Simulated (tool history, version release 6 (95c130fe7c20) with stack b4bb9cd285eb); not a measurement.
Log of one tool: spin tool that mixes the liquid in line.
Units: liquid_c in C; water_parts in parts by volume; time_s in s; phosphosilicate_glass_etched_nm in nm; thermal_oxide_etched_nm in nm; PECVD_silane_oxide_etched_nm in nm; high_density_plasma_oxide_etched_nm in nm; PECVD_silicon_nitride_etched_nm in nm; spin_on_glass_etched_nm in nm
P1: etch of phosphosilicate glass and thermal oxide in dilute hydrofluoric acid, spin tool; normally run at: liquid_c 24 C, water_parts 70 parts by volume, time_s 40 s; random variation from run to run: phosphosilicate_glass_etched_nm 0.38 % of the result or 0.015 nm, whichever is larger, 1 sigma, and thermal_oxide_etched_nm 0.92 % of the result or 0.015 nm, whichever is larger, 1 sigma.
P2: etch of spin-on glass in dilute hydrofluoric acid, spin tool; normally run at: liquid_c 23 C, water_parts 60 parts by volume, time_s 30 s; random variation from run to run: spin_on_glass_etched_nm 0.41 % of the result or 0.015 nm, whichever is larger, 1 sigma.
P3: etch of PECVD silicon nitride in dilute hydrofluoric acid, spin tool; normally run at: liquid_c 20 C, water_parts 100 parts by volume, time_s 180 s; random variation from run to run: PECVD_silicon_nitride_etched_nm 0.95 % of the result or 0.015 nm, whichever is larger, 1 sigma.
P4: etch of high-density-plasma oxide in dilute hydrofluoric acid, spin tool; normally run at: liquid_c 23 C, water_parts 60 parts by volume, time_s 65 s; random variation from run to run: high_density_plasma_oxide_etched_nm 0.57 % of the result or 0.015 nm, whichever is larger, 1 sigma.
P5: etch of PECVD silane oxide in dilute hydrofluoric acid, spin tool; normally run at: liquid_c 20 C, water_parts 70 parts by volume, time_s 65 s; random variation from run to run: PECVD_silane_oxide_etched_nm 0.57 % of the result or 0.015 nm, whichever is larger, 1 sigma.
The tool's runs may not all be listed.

run   hour  process  liquid_c  water_parts  time_s  phosphosilicate_glass_etched_nm  thermal_oxide_etched_nm  PECVD_silane_oxide_etched_nm  high_density_plasma_oxide_etched_nm  PECVD_silicon_nitride_etched_nm  spin_on_glass_etched_nm
  1   11.2       P1        24           70      40                             37.9                    2.813
  2   21.7       P5        26           70      65                                                                                  52.633
  3   34.1       P4      30.5           60      65                                                                                                                       11.114
  4   46.4       P1        24           70      40                           38.374                   2.7664
  5     57       P1      28.5           35      40                            95.81                   7.0882
  6   71.7       P5        20           35      65                                                                                  87.451
  7   80.6       P3        20           60     180                                                                                                                                                        4.1494
  8   95.7       P4        23           60     110                                                                                                                       13.922
  9  103.2       P5        20           70      65                                                                                  41.619
 10  117.7       P1        24           70      40                           38.017                   2.8376
 11  133.2       P2        23           60      30                                                                                                                                                                                 15.847
 12  144.6       P2        23           60      15                                                                                                                                                                                 7.8767
 13  158.4       P2      30.5           60      30                                                                                                                                                                                 21.252
 14  174.1       P1      29.5           70      40                           47.568                   3.4898
 15  186.4       P4        23           60      65                                                                                                                       8.3155
 16  195.3       P1        24           70      65                           61.789                   4.6046
 17  209.2       P1        24           70      15                           14.244                   1.0327
     210.4  -- hydrofluoric acid flow meter replaced
 18  220.9       P3        20          100     180                                                                                                                                                        2.5572
 19  233.8       P4        23           60      65                                                                                                                       8.3301
 20    245       P1        24           20      40                           142.75                   10.564
 21  255.6       P5        20           70      65                                                                                  41.483
 22  270.6       P1      29.5           70      80                           95.226                   6.9202
 23  282.3       P3      26.5          100     180                                                                                                                                                        3.8862
 24  293.4       P3        20          100     360                                                                                                                                                        5.0554
 25  304.3       P3        20          100     180                                                                                                                                                        2.5326
 26  314.4       P4        23          105      65                                                                                                                       4.4868
 27  322.3       P2        23           85      30                                                                                                                                                                                 10.862
 28  332.5       P1        24          120      40                           21.031                   1.5345
 29  342.5       P1        17           70      40                           28.222                   2.0951
 30  355.3       P1        24           70      40                            37.96                   2.8283
 31    371       P5        20           70      20                                                                                  12.748
 32  378.4       P1        24           70      40                           37.951                   2.8111
 33    391       P1        24           70      40                           39.553                    2.952
 34  403.5       P1        24           70      40                           40.355                   2.9249
 35  411.7       P1        24           70      40                            40.68                   2.9767
 36  420.4       P1        24           70      40                           41.217                   3.0125
 37  430.3       P1        24           70      40                           41.269                   3.0662
 38  443.8       P1        24           70      40                           41.588                   3.0723
 39  451.5       P1        24           70      40                           41.364                   3.0785
 40  459.1       P1        24           70      40                           41.209                   3.0403

What P1 gives has crept away from where it was. These 2 causes fit the log equally well, each at the size given:
A: hydrofluoric acid flow above the setpoint (%) = 7.92
B: liquid hotter than its thermometer reads (K) = 2.07
The creep began at about hour 378.4.

4 check runs are offered, each on 2 wafers whose results are averaged, their results left as question marks. Which one tells the causes apart?
check 1  466.7       P5        20           70      65                                                                                       ?
check 2  466.7       P2        23           60      30                                                                                                                                                                                      ?
check 3  466.7       P3        20          100     180                                                                                                                                                             ?
check 4  466.7       P4        23           60      65                                                                                                                            ?

What each check would give under each cause:
  check                               result    if A    if B
check 1         PECVD_silane_oxide_etched_nm  44.983  45.149
check 2              spin_on_glass_etched_nm  17.164  17.211
check 3      PECVD_silicon_nitride_etched_nm  2.7184   2.902
check 4  high_density_plasma_oxide_etched_nm  9.0232  9.0476
How far apart the two closest causes lie, in the result that separates them most: check 1 0.37 %; check 2 0.27 %; check 3 6.53 %; check 4 0.27 %
Check 3 tells the causes apart: in the others they would give nearly the same result.

Check 3 was then run and gave: PECVD_silicon_nitride_etched_nm 2.9091 nm. Which cause is it?

It is B: liquid hotter than its thermometer reads (K).

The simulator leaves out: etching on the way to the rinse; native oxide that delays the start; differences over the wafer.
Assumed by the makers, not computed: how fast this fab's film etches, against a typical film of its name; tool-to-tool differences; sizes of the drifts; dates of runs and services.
